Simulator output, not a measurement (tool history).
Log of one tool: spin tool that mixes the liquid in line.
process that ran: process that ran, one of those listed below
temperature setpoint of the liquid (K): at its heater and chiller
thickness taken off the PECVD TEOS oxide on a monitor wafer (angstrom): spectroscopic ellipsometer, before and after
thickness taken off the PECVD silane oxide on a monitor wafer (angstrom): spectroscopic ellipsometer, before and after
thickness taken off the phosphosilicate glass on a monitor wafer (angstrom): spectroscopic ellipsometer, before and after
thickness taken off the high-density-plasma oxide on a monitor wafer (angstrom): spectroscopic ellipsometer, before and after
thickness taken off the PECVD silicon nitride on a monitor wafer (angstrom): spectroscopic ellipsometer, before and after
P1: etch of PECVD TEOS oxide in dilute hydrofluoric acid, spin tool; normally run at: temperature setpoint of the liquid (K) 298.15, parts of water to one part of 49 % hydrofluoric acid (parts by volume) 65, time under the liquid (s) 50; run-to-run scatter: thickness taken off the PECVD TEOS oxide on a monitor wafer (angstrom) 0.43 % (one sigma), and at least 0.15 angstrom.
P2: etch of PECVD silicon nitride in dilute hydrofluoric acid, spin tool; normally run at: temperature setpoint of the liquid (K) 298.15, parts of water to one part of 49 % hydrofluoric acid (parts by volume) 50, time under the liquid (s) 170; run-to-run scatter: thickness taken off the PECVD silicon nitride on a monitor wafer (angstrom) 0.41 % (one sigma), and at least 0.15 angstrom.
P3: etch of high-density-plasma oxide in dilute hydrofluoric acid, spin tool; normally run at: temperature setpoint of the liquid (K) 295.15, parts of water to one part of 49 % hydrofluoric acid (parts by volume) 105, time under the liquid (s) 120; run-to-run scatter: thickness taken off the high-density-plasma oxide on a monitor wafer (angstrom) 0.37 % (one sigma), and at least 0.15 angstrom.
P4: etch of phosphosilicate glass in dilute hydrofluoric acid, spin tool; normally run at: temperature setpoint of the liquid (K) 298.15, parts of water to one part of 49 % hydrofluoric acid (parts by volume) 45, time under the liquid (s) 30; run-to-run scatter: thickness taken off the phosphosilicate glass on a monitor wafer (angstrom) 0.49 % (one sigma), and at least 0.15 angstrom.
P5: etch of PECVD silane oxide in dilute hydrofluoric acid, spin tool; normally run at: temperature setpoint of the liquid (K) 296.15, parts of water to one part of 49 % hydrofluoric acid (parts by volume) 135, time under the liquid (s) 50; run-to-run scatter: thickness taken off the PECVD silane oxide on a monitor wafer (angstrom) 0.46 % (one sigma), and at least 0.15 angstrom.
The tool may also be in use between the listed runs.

run   hour  process that ran  temperature setpoint of the liquid (K)  parts of water to one part of 49 % hydrofluoric acid (parts by volume)  time under the liquid (s)  thickness taken off the PECVD TEOS oxide on a monitor wafer (angstrom)  thickness taken off the PECVD silane oxide on a monitor wafer (angstrom)  thickness taken off the phosphosilicate glass on a monitor wafer (angstrom)  thickness taken off the high-density-plasma oxide on a monitor wafer (angstrom)  thickness taken off the PECVD silicon nitride on a monitor wafer (angstrom)
  1    5.2                P1                                  298.15                                                                      65                         50                                                                 162.470
  2    8.8                P1                                  304.65                                                                      65                         50                                                                 208.370
  3   14.8                P5                                  296.15                                                                     135                         15                                                                                                                                            19.911
  4   20.6                P5                                  296.15                                                                     135                         50                                                                                                                                            66.960
  5   24.4                P4                                  298.15                                                                      45                         30                                                                                                                                                                                                                         451.31
  6   29.4                P3                                  295.15                                                                     105                         15                                                                                                                                                                                                                                                                                                          8.8232
  7   33.6                P1                                  298.15                                                                      65                         50                                                                 163.640
  8   38.8                P2                                  298.15                                                                      30                        170                                                                                                                                                                                                                                                                                                                                                                                      234.570
  9   43.4                P2                                  298.15                                                                      50                         90                                                                                                                                                                                                                                                                                                                                                                                       75.382
 10   49.6                P1                                  298.15                                                                      65                         95                                                                 308.940
 11   56.2                P1                                  298.15                                                                      95                         50                                                                 107.090
 12   63.4                P1                                  298.15                                                                      65                         50                                                                 162.500
 13   69.0                P1                                  305.65                                                                      25                         50                                                                 607.200
 14   76.6                P1                                  298.15                                                                      45                         75                                                                 359.000
 15   80.3                P4                                  291.15                                                                      45                         30                                                                                                                                                                                                                         337.43
 16   87.1                P4                                  298.15                                                                      45                         15                                                                                                                                                                                                                         228.19
 17   93.0                P4                                  298.15                                                                      75                         30                                                                                                                                                                                                                         262.90
 18   98.8                P2                                  298.15                                                                      50                        170                                                                                                                                                                                                                                                                                                                                                                                      143.090
 19  106.6                P1                                  298.15                                                                      65                         50                                                                 162.780
 20  112.6                P1                                  298.15                                                                      65                         50                                                                 162.840
 21  118.0                P1                                  298.15                                                                      35                         50                                                                 311.830
 22  125.5                P3                                  295.15                                                                     105                        120                                                                                                                                                                                                                                                                                                         69.2620
 23  133.5                P4                                  298.15                                                                      45                         30                                                                                                                                                                                                                         448.86
 24  141.0                P3                                  290.15                                                                     105                        120                                                                                                                                                                                                                                                                                                         55.9840
 25  144.7                P3                                  295.15                                                                      35                        120                                                                                                                                                                                                                                                                                                        225.1200
 26  149.3                P3                                  295.15                                                                     105                        120                                                                                                                                                                                                                                                                                                         68.5690
 27  155.4                P5                                  296.15                                                                     225                         50                                                                                                                                            36.433
 28  160.5                P5                                  302.15                                                                     135                         50                                                                                                                                            84.099
 29  164.6                P1                                  298.15                                                                      65                         15                                                                  48.631
 30  170.7                P2                                  293.65                                                                      50                        170                                                                                                                                                                                                                                                                                                                                                                                      104.360
 31  177.0                P5                                  296.15                                                                     135                         50                                                                                                                                            66.959
 32  183.9                P1                                  290.15                                                                      90                         50                                                                  81.392
 33  191.4                P1                                  290.65                                                                      65                         50                                                                 119.540
 34  197.4                P1                                  298.15                                                                      65                         50                                                                 162.760
 35  203.5                P1                                  298.15                                                                      65                         50                                                                 169.050
 36  207.3                P1                                  298.15                                                                      65                         50                                                                 171.420
 37  214.9                P1                                  298.15                                                                      65                         50                                                                 174.170
 38  223.1                P1                                  298.15                                                                      65                         50                                                                 177.160
 39  229.1                P1                                  298.15                                                                      65                         50                                                                 177.170
 40  234.0                P1                                  298.15                                                                      65                         50                                                                 178.300
 41  238.4                P1                                  298.15                                                                      65                         50                                                                 178.060
 42  246.7                P1                                  298.15                                                                      65                         50                                                                 178.360

What P1 gives has crept away from where it was. These 2 causes fit the log equally well, each at the size given:
A: hydrofluoric acid flow above the setpoint (%) = 8.81
B: liquid hotter than its thermometer reads (K) = 2.3
The creep began at about hour 197.4.

4 check runs are offered, one wafer each, their results left as question marks. Which one tells the causes apart?
check 1  255.0                P4                                  298.15                                                                      45                         30                                                                                                                                                                                                                              ?
check 2  255.0                P5                                  296.15                                                                     135                         50                                                                                                                                                 ?
check 3  255.0                P2                                  298.15                                                                      50                        170                                                                                                                                                                                                                                                                                                                                                                                            ?
check 4  255.0                P3                                  295.15                                                                     105                        120                                                                                                                                                                                                                                                                                                               ?

What each check would give under each cause:
  check                                                                           result     if A     if B
check 1      thickness taken off the phosphosilicate glass on a monitor wafer (angstrom)   495.00   497.05
check 2         thickness taken off the PECVD silane oxide on a monitor wafer (angstrom)   74.071   73.462
check 3      thickness taken off the PECVD silicon nitride on a monitor wafer (angstrom)  154.650  165.850
check 4  thickness taken off the high-density-plasma oxide on a monitor wafer (angstrom)  75.8040  75.5880
How far apart the two closest causes lie, in the result that separates them most: check 1 0.41 %; check 2 0.83 %; check 3 6.99 %; check 4 0.29 %
Only check 3 tells the causes apart: in the others they would give nearly the same result.

Check 3 was then run and gave: thickness taken off the PECVD silicon nitride on a monitor wafer (angstrom) 154.720. Which cause is it?

It is A: hydrofluoric acid flow above the setpoint (%).

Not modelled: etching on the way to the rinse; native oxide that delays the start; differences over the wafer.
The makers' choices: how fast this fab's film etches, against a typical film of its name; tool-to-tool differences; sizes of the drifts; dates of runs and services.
